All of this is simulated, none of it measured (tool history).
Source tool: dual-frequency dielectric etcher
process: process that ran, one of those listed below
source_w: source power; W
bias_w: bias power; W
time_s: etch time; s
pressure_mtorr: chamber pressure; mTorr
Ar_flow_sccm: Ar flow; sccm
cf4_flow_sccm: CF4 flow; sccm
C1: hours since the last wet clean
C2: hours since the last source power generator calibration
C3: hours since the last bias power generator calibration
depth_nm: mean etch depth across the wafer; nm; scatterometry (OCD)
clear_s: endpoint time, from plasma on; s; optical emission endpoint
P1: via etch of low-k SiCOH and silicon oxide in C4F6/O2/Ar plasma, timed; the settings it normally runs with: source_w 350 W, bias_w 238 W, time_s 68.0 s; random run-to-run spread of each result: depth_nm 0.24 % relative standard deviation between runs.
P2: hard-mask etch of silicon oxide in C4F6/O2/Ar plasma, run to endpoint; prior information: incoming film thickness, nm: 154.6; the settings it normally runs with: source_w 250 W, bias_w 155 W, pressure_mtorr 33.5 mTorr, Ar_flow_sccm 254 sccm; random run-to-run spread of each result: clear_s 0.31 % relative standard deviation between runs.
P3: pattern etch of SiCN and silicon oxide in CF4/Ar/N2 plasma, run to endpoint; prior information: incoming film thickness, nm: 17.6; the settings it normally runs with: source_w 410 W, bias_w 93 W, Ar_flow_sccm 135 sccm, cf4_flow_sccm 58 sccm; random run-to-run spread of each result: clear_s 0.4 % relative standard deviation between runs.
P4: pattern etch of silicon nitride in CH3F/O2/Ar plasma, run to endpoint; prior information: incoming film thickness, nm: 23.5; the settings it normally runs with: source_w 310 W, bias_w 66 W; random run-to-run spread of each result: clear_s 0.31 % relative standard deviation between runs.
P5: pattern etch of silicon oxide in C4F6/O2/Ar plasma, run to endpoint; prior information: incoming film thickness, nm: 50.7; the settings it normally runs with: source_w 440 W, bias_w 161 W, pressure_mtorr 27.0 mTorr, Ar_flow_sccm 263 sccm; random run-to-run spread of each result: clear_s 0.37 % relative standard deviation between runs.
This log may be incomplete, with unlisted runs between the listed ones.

run 1 day=0.150 | process=P1 source_w=350 bias_w=238 time_s=68.0 | C1=196.6 C2=395.3 C3=580.0 | depth_nm=197.03
run 2 day=0.333 | process=P1 source_w=350 bias_w=238 time_s=68.0 | C1=201.0 C2=399.7 C3=584.4 | depth_nm=197.10
run 3 day=0.496 | process=P5 source_w=610 bias_w=161 pressure_mtorr=27.0 Ar_flow_sccm=263 | C1=204.9 C2=403.6 C3=588.3 | clear_s=13.910
run 4 day=0.688 | process=P5 source_w=440 bias_w=161 pressure_mtorr=27.0 Ar_flow_sccm=181 | C1=209.5 C2=408.2 C3=592.9 | clear_s=15.205
run 5 day=0.838 | process=P1 source_w=350 bias_w=238 time_s=68.0 | C1=213.1 C2=411.8 C3=596.5 | depth_nm=197.90
run 6 day=0.971 | process=P1 source_w=470 bias_w=238 time_s=68.0 | C1=216.3 C2=415.0 C3=599.7 | depth_nm=222.09
run 7 day=1.117 | process=P1 source_w=350 bias_w=174 time_s=68.0 | C1=219.8 C2=418.5 C3=603.2 | depth_nm=178.07
run 8 day=1.308 | process=P1 source_w=230 bias_w=238 time_s=68.0 | C1=224.4 C2=423.1 C3=607.8 | depth_nm=168.21
run 9 day=1.425 | process=P4 source_w=390 bias_w=66 | C1=227.2 C2=425.9 C3=610.6 | clear_s=35.177
run 10 day=1.550 | process=P1 source_w=350 bias_w=306 time_s=91.0 | C1=230.2 C2=428.9 C3=613.6 | depth_nm=289.36
run 11 day=1.717 | process=P1 source_w=440 bias_w=189 time_s=68.0 | C1=234.2 C2=432.9 C3=617.6 | depth_nm=199.02
run 12 day=1.817 | process=P2 source_w=250 bias_w=155 pressure_mtorr=44.5 Ar_flow_sccm=254 | C1=236.6 C2=435.3 C3=620.0 | clear_s=60.709
run 13 day=2.021 | process=P5 source_w=440 bias_w=161 pressure_mtorr=27.0 Ar_flow_sccm=263 | C1=241.5 C2=440.2 C3=624.9 | clear_s=15.866
run 14 day=2.150 | process=P3 source_w=560 bias_w=93 Ar_flow_sccm=135 cf4_flow_sccm=58 | C1=244.6 C2=443.3 C3=628.0 | clear_s=16.206
run 15 day=2.279 | process=P5 source_w=440 bias_w=104 pressure_mtorr=27.0 Ar_flow_sccm=263 | C1=247.7 C2=446.4 C3=631.1 | clear_s=18.039
run 16 day=2.412 | process=P3 source_w=410 bias_w=93 Ar_flow_sccm=85 cf4_flow_sccm=58 | C1=250.9 C2=449.6 C3=634.3 | clear_s=19.874
run 17 day=2.575 | process=P5 source_w=440 bias_w=161 pressure_mtorr=27.0 Ar_flow_sccm=263 | C1=254.8 C2=453.5 C3=638.2 | clear_s=15.914
run 18 day=2.775 | process=P2 source_w=170 bias_w=155 pressure_mtorr=33.5 Ar_flow_sccm=254 | C1=259.6 C2=458.3 C3=643.0 | clear_s=67.882
run 19 day=2.896 | process=P1 source_w=410 bias_w=238 time_s=49.0 | C1=262.5 C2=461.2 C3=645.9 | depth_nm=150.47
run 20 day=3.033 | process=P2 source_w=250 bias_w=107 pressure_mtorr=33.5 Ar_flow_sccm=254 | C1=265.8 C2=464.5 C3=649.2 | clear_s=65.523
run 21 day=3.129 | process=P1 source_w=350 bias_w=238 time_s=68.0 | C1=268.1 C2=466.8 C3=651.5 | depth_nm=197.99
run 22 day=3.317 | process=P4 source_w=310 bias_w=66 | C1=272.6 C2=471.3 C3=656.0 | clear_s=38.568
run 23 day=3.425 | process=P1 source_w=350 bias_w=238 time_s=87.5 | C1=275.2 C2=473.9 C3=658.6 | depth_nm=254.05
run 24 day=3.562 | process=P2 source_w=250 bias_w=155 pressure_mtorr=33.5 Ar_flow_sccm=254 | C1=278.5 C2=477.2 C3=661.9 | clear_s=58.310
run 25 day=3.688 | process=P2 source_w=250 bias_w=155 pressure_mtorr=33.5 Ar_flow_sccm=336 | C1=281.5 C2=480.2 C3=664.9 | clear_s=60.520
run 26 day=3.788 | process=P4 source_w=310 bias_w=90 | C1=283.9 C2=482.6 C3=667.3 | clear_s=34.280
run 27 day=3.954 | process=P1 source_w=350 bias_w=238 time_s=46.5 | C1=287.9 C2=486.6 C3=671.3 | depth_nm=134.59
run 28 day=4.138 | process=P3 source_w=410 bias_w=93 Ar_flow_sccm=135 cf4_flow_sccm=75 | C1=292.3 C2=491.0 C3=675.7 | clear_s=20.411
run 29 day=4.262 | process=P2 source_w=250 bias_w=155 pressure_mtorr=33.5 Ar_flow_sccm=254 | C1=295.3 C2=494.0 C3=678.7 | clear_s=58.547
run 30 day=4.446 | process=P4 source_w=310 bias_w=66 | C1=299.7 C2=498.4 C3=683.1 | clear_s=38.411
run 31 day=4.625 | process=P1 source_w=350 bias_w=288 time_s=68.0 | C1=304.0 C2=502.7 C3=687.4 | depth_nm=210.72
run 32 day=4.829 | process=P3 source_w=410 bias_w=93 Ar_flow_sccm=135 cf4_flow_sccm=58 | C1=308.9 C2=507.6 C3=692.3 | clear_s=21.140
run 33 day=4.992 | process=P3 source_w=410 bias_w=63 Ar_flow_sccm=135 cf4_flow_sccm=58 | C1=312.8 C2=511.5 C3=696.2 | clear_s=24.439
run 34 day=5.108 | process=P5 source_w=440 bias_w=161 pressure_mtorr=33.5 Ar_flow_sccm=263 | C1=315.6 C2=514.3 C3=699.0 | clear_s=16.330
run 35 day=5.233 | process=P1 source_w=350 bias_w=238 time_s=68.0 | C1=318.6 C2=517.3 C3=702.0 | depth_nm=196.97
run 36 day=5.383 | process=P1 source_w=350 bias_w=238 time_s=68.0 | C1=322.2 C2=520.9 C3=705.6 | depth_nm=196.55
run 37 day=5.533 | process=P1 source_w=350 bias_w=238 time_s=68.0 | C1=325.8 C2=524.5 C3=709.2 | depth_nm=194.80
run 38 day=5.708 | process=P1 source_w=350 bias_w=238 time_s=68.0 | C1=330.0 C2=528.7 C3=713.4 | depth_nm=195.20
run 39 day=5.867 | process=P1 source_w=350 bias_w=238 time_s=68.0 | C1=333.8 C2=532.5 C3=717.2 | depth_nm=194.82
run 40 day=5.958 | process=P1 source_w=350 bias_w=238 time_s=68.0 | C1=336.0 C2=534.7 C3=719.4 | depth_nm=194.82
run 41 day=6.083 | process=P1 source_w=350 bias_w=238 time_s=68.0 | C1=339.0 C2=537.7 C3=722.4 | depth_nm=194.39
-- day=6.096 wet clean of the chamber
run 42 day=6.238 | process=P1 source_w=350 bias_w=238 time_s=68.0 | C1=3.5 C2=541.4 C3=726.1 | depth_nm=193.12
run 43 day=6.338 | process=P1 source_w=350 bias_w=238 time_s=68.0 | C1=5.9 C2=543.8 C3=728.5 | depth_nm=194.20
run 44 day=6.438 | process=P1 source_w=350 bias_w=238 time_s=68.0 | C1=8.3 C2=546.2 C3=730.9 | depth_nm=194.91

P1 no longer gives what it gave before; its output has crept away from where it was. The following 2 causes, each at its listed size, fit the log equally well:
A: source power that arrives under what is set, % = 4.23
B: bias power that arrives under what is set, % = 4.79
The creep began at about day 5.233.
Ruled out, with reasons:
chamber walls in a state that lowers the etch rate, %: serviced after onset, at day 6.096, with no recovery of the prior output

Of the 4 check runs below, each run on 2 wafers with the results averaged and each result still a question mark, which one would tell the listed causes apart?
run check 1 day=6.538 | process=P5 source_w=560 bias_w=161 pressure_mtorr=27.0 Ar_flow_sccm=204 | clear_s=?
run check 2 day=6.538 | process=P4 source_w=310 bias_w=90 | clear_s=?
run check 3 day=6.538 | process=P2 source_w=200 bias_w=155 pressure_mtorr=33.5 Ar_flow_sccm=302 | clear_s=?
run check 4 day=6.538 | process=P3 source_w=530 bias_w=93 Ar_flow_sccm=90 cf4_flow_sccm=58 | clear_s=?

Check results expected under each cause:
check=check_1 result=clear_s if_A=14.302 if_B=14.267
check=check_2 result=clear_s if_A=35.019 if_B=35.081
check=check_3 result=clear_s if_A=66.347 if_B=66.281
check=check_4 result=clear_s if_A=16.582 if_B=16.245
Gap, in per cent, between the two causes that each check separates least, read from the result that separates them most: check 1 0.24 %; check 2 0.18 %; check 3 0.1 %; check 4 2.05 %
Check 4 is the one run that separates the causes; every other check would come out nearly the same whichever cause is at work.

Then check 4 was run and gave: clear_s 16.209 s. Which cause is it?

It was cause B: bias power that arrives under what is set, %.
